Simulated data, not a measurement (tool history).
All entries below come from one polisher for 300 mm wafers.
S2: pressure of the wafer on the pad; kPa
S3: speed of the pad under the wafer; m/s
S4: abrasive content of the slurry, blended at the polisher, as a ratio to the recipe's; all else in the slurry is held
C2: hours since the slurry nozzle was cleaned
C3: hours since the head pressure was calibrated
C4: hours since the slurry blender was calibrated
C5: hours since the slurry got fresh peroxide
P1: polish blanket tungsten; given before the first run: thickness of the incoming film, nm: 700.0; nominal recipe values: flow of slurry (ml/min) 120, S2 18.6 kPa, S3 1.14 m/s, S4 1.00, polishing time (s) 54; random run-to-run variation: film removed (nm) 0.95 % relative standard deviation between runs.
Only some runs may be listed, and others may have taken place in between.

{"run": 1, "day": 0.388, "flow of slurry (ml/min)": 120, "S2": 18.6, "S3": 1.14, "S4": 1.0, "polishing time (s)": 54, "wafers polished on this pad": 658, "C2": 423.4, "C3": 692.1, "C4": 30.0, "C5": 47.2, "film removed (nm)": 181.74}
{"run": 2, "day": 0.679, "flow of slurry (ml/min)": 120, "S2": 10.3, "S3": 1.14, "S4": 1.25, "polishing time (s)": 54, "wafers polished on this pad": 702, "C2": 430.4, "C3": 699.1, "C4": 37.0, "C5": 54.2, "film removed (nm)": 105.09}
{"day": 0.738, "done": "slurry tank refilled with fresh slurry and peroxide"}
{"run": 3, "day": 0.992, "flow of slurry (ml/min)": 70, "S2": 18.6, "S3": 1.14, "S4": 1.0, "polishing time (s)": 54, "wafers polished on this pad": 750, "C2": 437.9, "C3": 706.6, "C4": 44.5, "C5": 6.2, "film removed (nm)": 157.26}
{"run": 4, "day": 1.417, "flow of slurry (ml/min)": 120, "S2": 18.6, "S3": 1.14, "S4": 1.0, "polishing time (s)": 28, "wafers polished on this pad": 814, "C2": 448.1, "C3": 716.8, "C4": 54.7, "C5": 16.4, "film removed (nm)": 94.004}
{"run": 5, "day": 1.7, "flow of slurry (ml/min)": 120, "S2": 18.6, "S3": 1.14, "S4": 1.0, "polishing time (s)": 54, "wafers polished on this pad": 857, "C2": 454.9, "C3": 723.6, "C4": 61.5, "C5": 23.2, "film removed (nm)": 179.64}
{"run": 6, "day": 2.108, "flow of slurry (ml/min)": 120, "S2": 27.6, "S3": 1.14, "S4": 1.0, "polishing time (s)": 54, "wafers polished on this pad": 920, "C2": 464.7, "C3": 733.4, "C4": 71.3, "C5": 33.0, "film removed (nm)": 268.72}
{"run": 7, "day": 2.458, "flow of slurry (ml/min)": 120, "S2": 18.6, "S3": 0.52, "S4": 1.0, "polishing time (s)": 54, "wafers polished on this pad": 973, "C2": 473.1, "C3": 741.8, "C4": 79.7, "C5": 41.4, "film removed (nm)": 81.59}
{"run": 8, "day": 2.758, "flow of slurry (ml/min)": 120, "S2": 18.6, "S3": 1.14, "S4": 1.0, "polishing time (s)": 54, "wafers polished on this pad": 1019, "C2": 480.3, "C3": 749.0, "C4": 86.9, "C5": 48.6, "film removed (nm)": 177.53}
{"run": 9, "day": 3.246, "flow of slurry (ml/min)": 120, "S2": 18.6, "S3": 1.14, "S4": 1.45, "polishing time (s)": 54, "wafers polished on this pad": 1093, "C2": 492.0, "C3": 760.7, "C4": 98.6, "C5": 60.3, "film removed (nm)": 196.18}
{"run": 10, "day": 3.583, "flow of slurry (ml/min)": 120, "S2": 28.3, "S3": 1.14, "S4": 1.0, "polishing time (s)": 76, "wafers polished on this pad": 1144, "C2": 500.1, "C3": 768.8, "C4": 106.7, "C5": 68.4, "film removed (nm)": 384.88}
{"run": 11, "day": 4.088, "flow of slurry (ml/min)": 185, "S2": 18.6, "S3": 1.14, "S4": 1.0, "polishing time (s)": 54, "wafers polished on this pad": 1221, "C2": 512.2, "C3": 780.9, "C4": 118.8, "C5": 80.5, "film removed (nm)": 193.72}
{"run": 12, "day": 4.571, "flow of slurry (ml/min)": 120, "S2": 18.6, "S3": 1.14, "S4": 1.0, "polishing time (s)": 54, "wafers polished on this pad": 1294, "C2": 523.8, "C3": 792.5, "C4": 130.4, "C5": 92.1, "film removed (nm)": 181.52}
{"run": 13, "day": 4.983, "flow of slurry (ml/min)": 120, "S2": 18.6, "S3": 1.14, "S4": 0.6, "polishing time (s)": 54, "wafers polished on this pad": 1357, "C2": 533.7, "C3": 802.4, "C4": 140.3, "C5": 102.0, "film removed (nm)": 155.84}
{"run": 14, "day": 5.292, "flow of slurry (ml/min)": 120, "S2": 18.6, "S3": 1.64, "S4": 1.0, "polishing time (s)": 54, "wafers polished on this pad": 1404, "C2": 541.1, "C3": 809.8, "C4": 147.7, "C5": 109.4, "film removed (nm)": 260.67}
{"run": 15, "day": 5.775, "flow of slurry (ml/min)": 175, "S2": 18.6, "S3": 0.52, "S4": 1.0, "polishing time (s)": 54, "wafers polished on this pad": 1478, "C2": 552.7, "C3": 821.4, "C4": 159.3, "C5": 121.0, "film removed (nm)": 87.525}
{"run": 16, "day": 6.338, "flow of slurry (ml/min)": 120, "S2": 9.7, "S3": 1.14, "S4": 1.0, "polishing time (s)": 54, "wafers polished on this pad": 1563, "C2": 566.2, "C3": 834.9, "C4": 172.8, "C5": 134.5, "film removed (nm)": 92.585}
{"run": 17, "day": 6.708, "flow of slurry (ml/min)": 120, "S2": 18.6, "S3": 1.14, "S4": 1.0, "polishing time (s)": 78, "wafers polished on this pad": 1620, "C2": 575.1, "C3": 843.8, "C4": 181.7, "C5": 143.4, "film removed (nm)": 262.5}
{"run": 18, "day": 7.138, "flow of slurry (ml/min)": 120, "S2": 18.6, "S3": 1.14, "S4": 1.0, "polishing time (s)": 54, "wafers polished on this pad": 1685, "C2": 585.4, "C3": 854.1, "C4": 192.0, "C5": 153.7, "film removed (nm)": 180.28}
{"run": 19, "day": 7.462, "flow of slurry (ml/min)": 120, "S2": 18.6, "S3": 1.14, "S4": 1.0, "polishing time (s)": 54, "wafers polished on this pad": 1735, "C2": 593.2, "C3": 861.9, "C4": 199.8, "C5": 161.5, "film removed (nm)": 178.3}
{"run": 20, "day": 7.775, "flow of slurry (ml/min)": 120, "S2": 18.6, "S3": 1.14, "S4": 1.0, "polishing time (s)": 54, "wafers polished on this pad": 1782, "C2": 600.7, "C3": 869.4, "C4": 207.3, "C5": 169.0, "film removed (nm)": 174.37}
{"run": 21, "day": 8.233, "flow of slurry (ml/min)": 120, "S2": 18.6, "S3": 1.14, "S4": 1.0, "polishing time (s)": 54, "wafers polished on this pad": 1852, "C2": 611.7, "C3": 880.4, "C4": 218.3, "C5": 180.0, "film removed (nm)": 170.53}
{"run": 22, "day": 8.662, "flow of slurry (ml/min)": 120, "S2": 18.6, "S3": 1.14, "S4": 1.0, "polishing time (s)": 54, "wafers polished on this pad": 1917, "C2": 622.0, "C3": 890.7, "C4": 228.6, "C5": 190.3, "film removed (nm)": 171.1}
{"run": 23, "day": 9.238, "flow of slurry (ml/min)": 120, "S2": 18.6, "S3": 1.14, "S4": 1.0, "polishing time (s)": 54, "wafers polished on this pad": 2005, "C2": 635.8, "C3": 904.5, "C4": 242.4, "C5": 204.1, "film removed (nm)": 165.37}
{"day": 9.629, "done": "slurry blender recalibrated"}
{"run": 24, "day": 9.767, "flow of slurry (ml/min)": 120, "S2": 18.6, "S3": 1.14, "S4": 1.0, "polishing time (s)": 54, "wafers polished on this pad": 2085, "C2": 648.5, "C3": 917.2, "C4": 3.4, "C5": 216.8, "film removed (nm)": 163.93}
{"day": 9.996, "done": "slurry tank refilled with fresh slurry and peroxide"}
{"day": 10.096, "done": "head pressure recalibrated"}
{"run": 25, "day": 10.121, "flow of slurry (ml/min)": 120, "S2": 18.6, "S3": 1.14, "S4": 1.0, "polishing time (s)": 54, "wafers polished on this pad": 2139, "C2": 657.0, "C3": 0.6, "C4": 11.9, "C5": 3.1, "film removed (nm)": 163.06}
{"run": 26, "day": 10.571, "flow of slurry (ml/min)": 120, "S2": 18.6, "S3": 1.14, "S4": 1.0, "polishing time (s)": 54, "wafers polished on this pad": 2208, "C2": 667.8, "C3": 11.4, "C4": 22.7, "C5": 13.9, "film removed (nm)": 163.78}
{"run": 27, "day": 11.058, "flow of slurry (ml/min)": 120, "S2": 18.6, "S3": 1.14, "S4": 1.0, "polishing time (s)": 54, "wafers polished on this pad": 2282, "C2": 679.5, "C3": 23.1, "C4": 34.4, "C5": 25.6, "film removed (nm)": 161.09}
{"run": 28, "day": 11.454, "flow of slurry (ml/min)": 120, "S2": 18.6, "S3": 1.14, "S4": 1.0, "polishing time (s)": 54, "wafers polished on this pad": 2342, "C2": 689.0, "C3": 32.6, "C4": 43.9, "C5": 35.1, "film removed (nm)": 160.37}
{"run": 29, "day": 11.8, "flow of slurry (ml/min)": 120, "S2": 18.6, "S3": 1.14, "S4": 1.0, "polishing time (s)": 54, "wafers polished on this pad": 2395, "C2": 697.3, "C3": 40.9, "C4": 52.2, "C5": 43.4, "film removed (nm)": 166.11}

The output of P1 has drifted from where it used to be. Each of the 2 causes below, taken at the size shown beside it, accounts for the log equally well:
A: removal rate lost through wear of the pad, % = 9.84
B: slurry flow missing at the pad, % = 33.4
Onset of the creep was near day 7.138.
Each remaining cause and why it is not a fit:
head's pressure below its setpoint, %: work on it at day 10.096, done after the drift set in, did not restore what the process gave before
abrasive missing from the slurry, %: work on it at day 9.629, done after the drift set in, did not restore what the process gave before
peroxide lost from the slurry, %: work on it at day 9.996, done after the drift set in, did not restore what the process gave before

Consider the 4 check runs below, whose results appear as question marks and each of which averages 2 wafers. Which one distinguishes the causes, in that each cause would give it a clearly different result?
{"run": "check 1", "day": 12.146, "flow of slurry (ml/min)": 70, "S2": 11.7, "S3": 1.14, "S4": 1.0, "polishing time (s)": 54, "film removed (nm)": "?"}
{"run": "check 2", "day": 12.146, "flow of slurry (ml/min)": 120, "S2": 24.8, "S3": 1.14, "S4": 1.0, "polishing time (s)": 54, "film removed (nm)": "?"}
{"run": "check 3", "day": 12.146, "flow of slurry (ml/min)": 120, "S2": 18.6, "S3": 1.14, "S4": 1.35, "polishing time (s)": 43, "film removed (nm)": "?"}
{"run": "check 4", "day": 12.146, "flow of slurry (ml/min)": 120, "S2": 18.6, "S3": 0.54, "S4": 1.0, "polishing time (s)": 36, "film removed (nm)": "?"}

Check results expected under each cause:
check=check_1 result=film_removed_(nm) if_A=88.342 if_B=83.273
check=check_2 result=film_removed_(nm) if_A=216.520 if_B=216.490
check=check_3 result=film_removed_(nm) if_A=138.960 if_B=138.950
check=check_4 result=film_removed_(nm) if_A=51.281 if_B=51.275
How far apart the two closest causes lie, in the result that separates them most: check 1 5.91 %; check 2 0.01 %; check 3 0.01 %; check 4 0.01 %
Check 1 tells the causes apart: in the others they would give nearly the same result.

Running check 1 produced the following: film removed (nm) 83.253. Which one of the listed causes fits?

It is B: slurry flow missing at the pad, %.
